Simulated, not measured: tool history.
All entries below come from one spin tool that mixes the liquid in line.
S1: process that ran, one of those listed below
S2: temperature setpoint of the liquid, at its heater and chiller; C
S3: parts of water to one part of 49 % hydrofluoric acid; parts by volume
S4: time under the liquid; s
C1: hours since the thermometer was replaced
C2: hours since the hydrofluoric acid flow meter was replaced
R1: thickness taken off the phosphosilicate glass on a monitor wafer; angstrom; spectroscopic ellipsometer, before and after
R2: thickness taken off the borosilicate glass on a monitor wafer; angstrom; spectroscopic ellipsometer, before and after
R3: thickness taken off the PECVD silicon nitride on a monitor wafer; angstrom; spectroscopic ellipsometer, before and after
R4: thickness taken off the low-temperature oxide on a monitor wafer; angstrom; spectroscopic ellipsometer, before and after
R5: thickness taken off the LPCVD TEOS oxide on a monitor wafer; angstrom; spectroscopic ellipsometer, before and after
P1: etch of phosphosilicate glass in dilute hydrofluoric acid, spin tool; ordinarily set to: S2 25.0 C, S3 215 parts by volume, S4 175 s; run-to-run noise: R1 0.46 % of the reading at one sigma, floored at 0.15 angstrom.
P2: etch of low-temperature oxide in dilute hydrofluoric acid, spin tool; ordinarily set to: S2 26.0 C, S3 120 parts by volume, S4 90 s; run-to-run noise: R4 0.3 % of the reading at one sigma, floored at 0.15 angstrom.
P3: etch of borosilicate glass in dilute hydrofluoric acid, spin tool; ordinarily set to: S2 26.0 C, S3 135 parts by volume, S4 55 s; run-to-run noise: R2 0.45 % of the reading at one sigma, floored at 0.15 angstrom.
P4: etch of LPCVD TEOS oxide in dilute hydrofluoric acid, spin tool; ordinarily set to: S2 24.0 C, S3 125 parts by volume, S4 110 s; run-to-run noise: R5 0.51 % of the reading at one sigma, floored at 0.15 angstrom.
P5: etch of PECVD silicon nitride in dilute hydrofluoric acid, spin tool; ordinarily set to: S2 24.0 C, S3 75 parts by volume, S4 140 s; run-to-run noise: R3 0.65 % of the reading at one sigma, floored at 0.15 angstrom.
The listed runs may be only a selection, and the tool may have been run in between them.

Run 1, hour 13.8: S1 P1, S2 25.0 C, S3 215 parts by volume, S4 175 s; C1 168.8; C2 426.9. Result: R1 476.830 angstrom.
Run 2, hour 29.0: S1 P1, S2 29.0 C, S3 215 parts by volume, S4 325 s; C1 184.0; C2 442.1. Result: R1 1025.900 angstrom.
Run 3, hour 41.3: S1 P3, S2 26.0 C, S3 30 parts by volume, S4 55 s; C1 196.3; C2 454.4. Result: R2 734.790 angstrom.
Run 4, hour 59.7: S1 P5, S2 24.0 C, S3 75 parts by volume, S4 140 s; C1 214.7; C2 472.8. Result: R3 45.606 angstrom.
Run 5, hour 77.2: S1 P5, S2 32.0 C, S3 75 parts by volume, S4 140 s; C1 232.2; C2 490.3. Result: R3 76.237 angstrom.
Run 6, hour 89.6: S1 P1, S2 25.0 C, S3 75 parts by volume, S4 175 s; C1 244.6; C2 502.7. Result: R1 1600.300 angstrom.
Run 7, hour 107.8: S1 P5, S2 24.0 C, S3 75 parts by volume, S4 140 s; C1 262.8; C2 520.9. Result: R3 45.138 angstrom.
Run 8, hour 126.3: S1 P3, S2 26.0 C, S3 135 parts by volume, S4 55 s; C1 281.3; C2 539.4. Result: R2 141.940 angstrom.
Run 9, hour 138.8: S1 P2, S2 31.5 C, S3 120 parts by volume, S4 90 s; C1 293.8; C2 551.9. Result: R4 138.69 angstrom.
Run 10, hour 149.0: S1 P2, S2 26.0 C, S3 120 parts by volume, S4 90 s; C1 304.0; C2 562.1. Result: R4 111.95 angstrom.
Run 11, hour 165.2: S1 P5, S2 24.0 C, S3 130 parts by volume, S4 140 s; C1 320.2; C2 578.3. Result: R3 26.451 angstrom.
Run 12, hour 177.8: S1 P1, S2 25.0 C, S3 215 parts by volume, S4 175 s; C1 332.8; C2 590.9. Result: R1 477.250 angstrom.
Run 13, hour 192.4: S1 P1, S2 31.5 C, S3 215 parts by volume, S4 175 s; C1 347.4; C2 605.5. Result: R1 597.450 angstrom.
Run 14, hour 204.2: S1 P1, S2 25.0 C, S3 215 parts by volume, S4 175 s; C1 359.2; C2 617.3. Result: R1 478.080 angstrom.
Run 15, hour 215.6: S1 P2, S2 26.0 C, S3 75 parts by volume, S4 90 s; C1 370.6; C2 628.7. Result: R4 190.58 angstrom.
Run 16, hour 227.3: S1 P1, S2 25.0 C, S3 300 parts by volume, S4 335 s; C1 382.3; C2 640.4. Result: R1 597.930 angstrom.
Run 17, hour 244.1: S1 P2, S2 26.0 C, S3 120 parts by volume, S4 155 s; C1 399.1; C2 657.2. Result: R4 194.18 angstrom.
Run 18, hour 258.5: S1 P1, S2 25.0 C, S3 215 parts by volume, S4 20 s; C1 413.5; C2 671.6. Result: R1 54.468 angstrom.
Run 19, hour 272.1: S1 P4, S2 32.0 C, S3 125 parts by volume, S4 110 s; C1 427.1; C2 685.2. Result: R5 393.75 angstrom.
Run 20, hour 288.2: S1 P3, S2 19.0 C, S3 135 parts by volume, S4 55 s; C1 443.2; C2 701.3. Result: R2 107.920 angstrom.
Run 21, hour 300.0: S1 P1, S2 25.0 C, S3 215 parts by volume, S4 175 s; C1 455.0; C2 713.1. Result: R1 472.680 angstrom.
Run 22, hour 315.1: S1 P4, S2 24.0 C, S3 70 parts by volume, S4 110 s; C1 470.1; C2 728.2. Result: R5 560.69 angstrom.
Run 23, hour 327.9: S1 P1, S2 25.0 C, S3 300 parts by volume, S4 175 s; C1 482.9; C2 741.0. Result: R1 311.740 angstrom.
Run 24, hour 338.2: S1 P1, S2 25.0 C, S3 215 parts by volume, S4 280 s; C1 493.2; C2 751.3. Result: R1 763.630 angstrom.
At hour 344.2: hydrofluoric acid flow meter replaced.
Run 25, hour 355.4: S1 P5, S2 24.0 C, S3 75 parts by volume, S4 45 s; C1 510.4; C2 11.2. Result: R3 14.734 angstrom.
Run 26, hour 374.6: S1 P3, S2 26.0 C, S3 135 parts by volume, S4 55 s; C1 529.6; C2 30.4. Result: R2 141.440 angstrom.
Run 27, hour 389.4: S1 P4, S2 24.0 C, S3 125 parts by volume, S4 110 s; C1 544.4; C2 45.2. Result: R5 296.00 angstrom.
Run 28, hour 408.5: S1 P1, S2 19.5 C, S3 215 parts by volume, S4 175 s; C1 563.5; C2 64.3. Result: R1 387.990 angstrom.
Run 29, hour 424.8: S1 P3, S2 26.0 C, S3 135 parts by volume, S4 15 s; C1 579.8; C2 80.6. Result: R2 39.196 angstrom.
Run 30, hour 440.4: S1 P4, S2 24.0 C, S3 125 parts by volume, S4 215 s; C1 595.4; C2 96.2. Result: R5 575.69 angstrom.
Run 31, hour 457.7: S1 P1, S2 25.0 C, S3 215 parts by volume, S4 175 s; C1 612.7; C2 113.5. Result: R1 477.070 angstrom.
Run 32, hour 469.0: S1 P1, S2 25.0 C, S3 215 parts by volume, S4 175 s; C1 624.0; C2 124.8. Result: R1 466.180 angstrom.
Run 33, hour 477.8: S1 P1, S2 25.0 C, S3 215 parts by volume, S4 175 s; C1 632.8; C2 133.6. Result: R1 456.000 angstrom.
Run 34, hour 495.8: S1 P1, S2 25.0 C, S3 215 parts by volume, S4 175 s; C1 650.8; C2 151.6. Result: R1 450.360 angstrom.
Run 35, hour 504.5: S1 P1, S2 25.0 C, S3 215 parts by volume, S4 175 s; C1 659.5; C2 160.3. Result: R1 445.490 angstrom.
Run 36, hour 516.0: S1 P1, S2 25.0 C, S3 215 parts by volume, S4 175 s; C1 671.0; C2 171.8. Result: R1 444.530 angstrom.
Run 37, hour 530.0: S1 P1, S2 25.0 C, S3 215 parts by volume, S4 175 s; C1 685.0; C2 185.8. Result: R1 444.610 angstrom.
Run 38, hour 543.5: S1 P1, S2 25.0 C, S3 215 parts by volume, S4 175 s; C1 698.5; C2 199.3. Result: R1 443.590 angstrom.
Run 39, hour 561.4: S1 P1, S2 25.0 C, S3 215 parts by volume, S4 175 s; C1 716.4; C2 217.2. Result: R1 441.840 angstrom.
Run 40, hour 573.1: S1 P1, S2 25.0 C, S3 215 parts by volume, S4 175 s; C1 728.1; C2 228.9. Result: R1 440.170 angstrom.

Something has made what P1 gives creep away from where it was; the 2 causes below, each at its own stated size, fit the log equally well:
A: hydrofluoric acid flow below the setpoint (%) = 5.87
B: liquid colder than its thermometer reads (K) = 2.05
At approximately hour 457.7, the process output began to creep.

Which of the 4 check runs listed below separates the causes, so that each cause would produce a clearly different result? Each run uses one wafer, and its results are marked with question marks.
Run check 1, hour 584.8: S1 P2, S2 31.5 C, S3 120 parts by volume, S4 150 s. Result: R4 ?.
Run check 2, hour 584.8: S1 P5, S2 24.0 C, S3 125 parts by volume, S4 140 s. Result: R3 ?.
Run check 3, hour 584.8: S1 P3, S2 26.0 C, S3 135 parts by volume, S4 15 s. Result: R2 ?.
Run check 4, hour 584.8: S1 P4, S2 31.0 C, S3 125 parts by volume, S4 110 s. Result: R5 ?.

Outcome of each check run for each possible cause:
  check  result    if A    if B
check 1      R4  214.79  213.89
check 2      R3  25.740  23.881
check 3      R2  36.034  35.757
check 4      R5  355.44  354.04
Per-check spread between the two closest causes, in the result where they differ most: check 1 0.42 %; check 2 7.5 %; check 3 0.77 %; check 4 0.39 %
Only check 2 tells the causes apart: in the others they would give nearly the same result.

With check 2 done, the readings were: R3 23.840 angstrom. Identify which of the listed causes applies.

It was cause B: liquid colder than its thermometer reads (K).
